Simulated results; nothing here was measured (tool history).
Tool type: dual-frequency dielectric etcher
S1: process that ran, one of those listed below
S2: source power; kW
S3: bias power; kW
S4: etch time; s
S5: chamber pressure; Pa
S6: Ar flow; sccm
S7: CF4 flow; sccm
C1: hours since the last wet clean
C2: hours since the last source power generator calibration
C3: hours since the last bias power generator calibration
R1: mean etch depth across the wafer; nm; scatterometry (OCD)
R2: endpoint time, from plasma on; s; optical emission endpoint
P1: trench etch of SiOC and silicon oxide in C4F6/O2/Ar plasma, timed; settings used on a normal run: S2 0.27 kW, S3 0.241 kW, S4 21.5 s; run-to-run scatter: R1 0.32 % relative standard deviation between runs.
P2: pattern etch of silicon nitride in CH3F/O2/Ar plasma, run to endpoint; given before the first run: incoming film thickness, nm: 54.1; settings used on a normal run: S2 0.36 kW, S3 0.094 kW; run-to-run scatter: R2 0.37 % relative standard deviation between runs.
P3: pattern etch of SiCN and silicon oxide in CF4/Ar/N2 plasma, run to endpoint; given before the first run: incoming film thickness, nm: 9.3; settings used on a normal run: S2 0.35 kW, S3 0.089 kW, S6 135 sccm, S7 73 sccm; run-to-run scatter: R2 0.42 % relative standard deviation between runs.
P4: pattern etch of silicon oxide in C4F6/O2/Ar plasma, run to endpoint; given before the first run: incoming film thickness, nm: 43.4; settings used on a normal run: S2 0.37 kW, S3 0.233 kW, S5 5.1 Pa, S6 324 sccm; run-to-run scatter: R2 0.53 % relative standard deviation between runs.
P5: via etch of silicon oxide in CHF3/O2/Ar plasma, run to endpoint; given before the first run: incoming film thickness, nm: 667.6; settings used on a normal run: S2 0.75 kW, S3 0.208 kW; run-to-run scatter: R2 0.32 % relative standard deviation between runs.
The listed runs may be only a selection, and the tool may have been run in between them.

{"run": 1, "hour": 7.6, "S1": "P1", "S2": 0.27, "S3": 0.241, "S4": 21.5, "C1": 158.3, "C2": 1381.4, "C3": 2809.3, "R1": 41.517}
{"run": 2, "hour": 12.2, "S1": "P4", "S2": 0.37, "S3": 0.233, "S5": 5.1, "S6": 324, "C1": 162.9, "C2": 1386, "C3": 2813.9, "R2": 13.632}
{"run": 3, "hour": 20.3, "S1": "P1", "S2": 0.17, "S3": 0.241, "S4": 21.5, "C1": 171, "C2": 1394.1, "C3": 2822, "R1": 34.681}
{"run": 4, "hour": 29.4, "S1": "P4", "S2": 0.3, "S3": 0.233, "S5": 5.1, "S6": 324, "C1": 180.1, "C2": 1403.2, "C3": 2831.1, "R2": 14.762}
{"run": 5, "hour": 37.4, "S1": "P4", "S2": 0.37, "S3": 0.233, "S5": 7.1, "S6": 324, "C1": 188.1, "C2": 1411.2, "C3": 2839.1, "R2": 14.251}
{"run": 6, "hour": 45.2, "S1": "P1", "S2": 0.27, "S3": 0.188, "S4": 21.5, "C1": 195.9, "C2": 1419, "C3": 2846.9, "R1": 37.862}
{"run": 7, "hour": 50.7, "S1": "P1", "S2": 0.27, "S3": 0.241, "S4": 21.5, "C1": 201.4, "C2": 1424.5, "C3": 2852.4, "R1": 41.31}
{"hour": 55.3, "done": "source power generator calibrated"}
{"run": 8, "hour": 58.2, "S1": "P1", "S2": 0.27, "S3": 0.338, "S4": 21.5, "C1": 208.9, "C2": 2.9, "C3": 2859.9, "R1": 46.751}
{"run": 9, "hour": 66.5, "S1": "P1", "S2": 0.27, "S3": 0.241, "S4": 14.5, "C1": 217.2, "C2": 11.2, "C3": 2868.2, "R1": 28.176}
{"run": 10, "hour": 71.9, "S1": "P1", "S2": 0.27, "S3": 0.241, "S4": 21.5, "C1": 222.6, "C2": 16.6, "C3": 2873.6, "R1": 41.551}
{"run": 11, "hour": 79.0, "S1": "P5", "S2": 1.01, "S3": 0.208, "C1": 229.7, "C2": 23.7, "C3": 2880.7, "R2": 259.15}
{"run": 12, "hour": 84.9, "S1": "P2", "S2": 0.43, "S3": 0.094, "C1": 235.6, "C2": 29.6, "C3": 2886.6, "R2": 71.882}
{"run": 13, "hour": 91.5, "S1": "P1", "S2": 0.38, "S3": 0.154, "S4": 21.5, "C1": 242.2, "C2": 36.2, "C3": 2893.2, "R1": 40.894}
{"run": 14, "hour": 95.8, "S1": "P3", "S2": 0.25, "S3": 0.089, "S6": 135, "S7": 73, "C1": 246.5, "C2": 40.5, "C3": 2897.5, "R2": 17.328}
{"run": 15, "hour": 101.5, "S1": "P1", "S2": 0.27, "S3": 0.241, "S4": 21.5, "C1": 252.2, "C2": 46.2, "C3": 2903.2, "R1": 41.54}
{"run": 16, "hour": 109.0, "S1": "P4", "S2": 0.37, "S3": 0.233, "S5": 5.1, "S6": 324, "C1": 259.7, "C2": 53.7, "C3": 2910.7, "R2": 13.853}
{"run": 17, "hour": 114.0, "S1": "P5", "S2": 0.75, "S3": 0.208, "C1": 264.7, "C2": 58.7, "C3": 2915.7, "R2": 291.76}
{"run": 18, "hour": 119.5, "S1": "P3", "S2": 0.35, "S3": 0.089, "S6": 135, "S7": 55, "C1": 270.2, "C2": 64.2, "C3": 2921.2, "R2": 13.49}
{"run": 19, "hour": 126.6, "S1": "P4", "S2": 0.37, "S3": 0.233, "S5": 5.1, "S6": 426, "C1": 277.3, "C2": 71.3, "C3": 2928.3, "R2": 14.296}
{"run": 20, "hour": 131.2, "S1": "P5", "S2": 0.75, "S3": 0.127, "C1": 281.9, "C2": 75.9, "C3": 2932.9, "R2": 339.47}
{"run": 21, "hour": 138.0, "S1": "P3", "S2": 0.35, "S3": 0.089, "S6": 169, "S7": 73, "C1": 288.7, "C2": 82.7, "C3": 2939.7, "R2": 13.415}
{"run": 22, "hour": 145.2, "S1": "P2", "S2": 0.36, "S3": 0.094, "C1": 295.9, "C2": 89.9, "C3": 2946.9, "R2": 76.416}
{"run": 23, "hour": 153.6, "S1": "P2", "S2": 0.36, "S3": 0.126, "C1": 304.3, "C2": 98.3, "C3": 2955.3, "R2": 68.913}
{"run": 24, "hour": 159.8, "S1": "P1", "S2": 0.37, "S3": 0.241, "S4": 21.5, "C1": 310.5, "C2": 104.5, "C3": 2961.5, "R1": 47.008}
{"run": 25, "hour": 164.5, "S1": "P4", "S2": 0.37, "S3": 0.167, "S5": 5.1, "S6": 324, "C1": 315.2, "C2": 109.2, "C3": 2966.2, "R2": 15.228}
{"run": 26, "hour": 170.0, "S1": "P1", "S2": 0.27, "S3": 0.29, "S4": 12, "C1": 320.7, "C2": 114.7, "C3": 2971.7, "R1": 24.639}
{"run": 27, "hour": 174.4, "S1": "P1", "S2": 0.27, "S3": 0.241, "S4": 28, "C1": 325.1, "C2": 119.1, "C3": 2976.1, "R1": 53.922}
{"run": 28, "hour": 181.7, "S1": "P3", "S2": 0.35, "S3": 0.089, "S6": 135, "S7": 73, "C1": 332.4, "C2": 126.4, "C3": 2983.4, "R2": 13.015}
{"run": 29, "hour": 188.7, "S1": "P3", "S2": 0.35, "S3": 0.052, "S6": 135, "S7": 73, "C1": 339.4, "C2": 133.4, "C3": 2990.4, "R2": 15.593}
{"run": 30, "hour": 197.7, "S1": "P1", "S2": 0.27, "S3": 0.241, "S4": 21.5, "C1": 348.4, "C2": 142.4, "C3": 2999.4, "R1": 41.575}
{"run": 31, "hour": 206.0, "S1": "P1", "S2": 0.27, "S3": 0.241, "S4": 21.5, "C1": 356.7, "C2": 150.7, "C3": 3007.7, "R1": 41.065}
{"run": 32, "hour": 211.5, "S1": "P1", "S2": 0.27, "S3": 0.241, "S4": 21.5, "C1": 362.2, "C2": 156.2, "C3": 3013.2, "R1": 40.968}
{"run": 33, "hour": 219.1, "S1": "P1", "S2": 0.27, "S3": 0.241, "S4": 21.5, "C1": 369.8, "C2": 163.8, "C3": 3020.8, "R1": 41.037}
{"run": 34, "hour": 223.6, "S1": "P1", "S2": 0.27, "S3": 0.241, "S4": 21.5, "C1": 374.3, "C2": 168.3, "C3": 3025.3, "R1": 40.906}
{"run": 35, "hour": 231.0, "S1": "P1", "S2": 0.27, "S3": 0.241, "S4": 21.5, "C1": 381.7, "C2": 175.7, "C3": 3032.7, "R1": 40.801}
{"run": 36, "hour": 239.3, "S1": "P1", "S2": 0.27, "S3": 0.241, "S4": 21.5, "C1": 390, "C2": 184, "C3": 3041, "R1": 40.995}
{"hour": 243.2, "done": "wet clean of the chamber"}
{"run": 37, "hour": 243.8, "S1": "P1", "S2": 0.27, "S3": 0.241, "S4": 21.5, "C1": 0.6, "C2": 188.5, "C3": 3045.5, "R1": 40.89}
{"run": 38, "hour": 251.9, "S1": "P1", "S2": 0.27, "S3": 0.241, "S4": 21.5, "C1": 8.7, "C2": 196.6, "C3": 3053.6, "R1": 40.638}
{"run": 39, "hour": 256.4, "S1": "P1", "S2": 0.27, "S3": 0.241, "S4": 21.5, "C1": 13.2, "C2": 201.1, "C3": 3058.1, "R1": 40.748}
{"run": 40, "hour": 261.8, "S1": "P1", "S2": 0.27, "S3": 0.241, "S4": 21.5, "C1": 18.6, "C2": 206.5, "C3": 3063.5, "R1": 40.967}
{"run": 41, "hour": 266.3, "S1": "P1", "S2": 0.27, "S3": 0.241, "S4": 21.5, "C1": 23.1, "C2": 211, "C3": 3068, "R1": 40.862}

What P1 gives has crept away from where it was. These 2 causes fit the log equally well, each at the size given:
A: bias power that arrives under what is set, % = 4.51
B: source power that arrives under what is set, % = 4.09
The gradual shift began around hour 197.7.
Other possible causes, and why each is ruled out:
chamber walls in a state that lowers the etch rate, %: work on it at hour 243.2, done after the drift set in, did not restore what the process gave before

Each of the check runs listed below is run on 3 wafers and reports their average, with the results left as question marks. Pick the one under which the possible causes would lead to clearly different results.
{"run": "check 1", "hour": 270.8, "S1": "P4", "S2": 0.37, "S3": 0.233, "S5": 5.1, "S6": 374, "R2": "?"}
{"run": "check 2", "hour": 270.8, "S1": "P2", "S2": 0.43, "S3": 0.116, "R2": "?"}
{"run": "check 3", "hour": 270.8, "S1": "P3", "S2": 0.35, "S3": 0.073, "S6": 135, "S7": 73, "R2": "?"}
{"run": "check 4", "hour": 270.8, "S1": "P5", "S2": 0.97, "S3": 0.174, "R2": "?"}

Predicted outcomes, by check and by cause:
check=check_1 result=R2 if_A=14.177 if_B=14.186
check=check_2 result=R2 if_A=68.014 if_B=67.891
check=check_3 result=R2 if_A=14.22 if_B=14.508
check=check_4 result=R2 if_A=283.72 if_B=284.11
Per-check spread between the two closest causes, in the result where they differ most: check 1 0.06 %; check 2 0.18 %; check 3 2.01 %; check 4 0.14 %
Check 3 tells the causes apart: in the others they would give nearly the same result.

Check 3 has now been run. It gave: R2 14.467 s. Which of the candidate causes is it?

Of the candidate causes, it is B: source power that arrives under what is set, %.

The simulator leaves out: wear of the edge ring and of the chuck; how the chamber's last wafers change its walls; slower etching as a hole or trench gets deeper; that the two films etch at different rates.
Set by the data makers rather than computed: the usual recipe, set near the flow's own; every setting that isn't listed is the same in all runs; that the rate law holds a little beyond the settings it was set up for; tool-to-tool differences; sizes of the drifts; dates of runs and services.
